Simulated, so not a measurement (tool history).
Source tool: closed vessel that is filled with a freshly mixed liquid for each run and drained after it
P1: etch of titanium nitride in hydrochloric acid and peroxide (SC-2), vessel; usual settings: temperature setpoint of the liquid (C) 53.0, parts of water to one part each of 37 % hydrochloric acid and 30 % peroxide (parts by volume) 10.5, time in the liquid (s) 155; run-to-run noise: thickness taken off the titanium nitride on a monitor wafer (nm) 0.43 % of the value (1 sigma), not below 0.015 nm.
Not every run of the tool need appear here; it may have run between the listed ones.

| run | hour | temperature setpoint of the liquid (C) | parts of water to one part each of 37 % hydrochloric acid and 30 % peroxide (parts by volume) | time in the liquid (s) | thickness taken off the titanium nitride on a monitor wafer (nm) |
|---|---|---|---|---|---|
| 1 | 9.9 | 53.0 | 10.5 | 155 | 8.4102 |
| 2 | 15.9 | 53.0 | 10.5 | 155 | 8.4301 |
| 3 | 24.6 | 53.0 | 10.5 | 265 | 14.5050 |
| 4 | 38.0 | 53.0 | 10.5 | 155 | 8.4389 |
| 5 | 49.3 | 53.0 | 17.0 | 155 | 5.5473 |
| 6 | 58.2 | 53.0 | 10.5 | 155 | 8.4959 |
| 7 | 64.6 | 53.0 | 4.0 | 155 | 17.6690 |
| 8 | 72.4 | 53.0 | 10.5 | 155 | 8.3846 |
| 9 | 81.1 | 53.0 | 10.5 | 80 | 4.3732 |
| 10 | 94.3 | 53.0 | 16.0 | 250 | 9.4375 |
| 11 | 107.2 | 40.5 | 10.5 | 155 | 3.6063 |
| 12 | 120.7 | 53.0 | 10.5 | 155 | 8.4677 |

What will run 13 give?
| 13 | 131.1 | 65.0 | 10.5 | 155 | ? |

thickness taken off the titanium nitride on a monitor wafer (nm): 18.2160

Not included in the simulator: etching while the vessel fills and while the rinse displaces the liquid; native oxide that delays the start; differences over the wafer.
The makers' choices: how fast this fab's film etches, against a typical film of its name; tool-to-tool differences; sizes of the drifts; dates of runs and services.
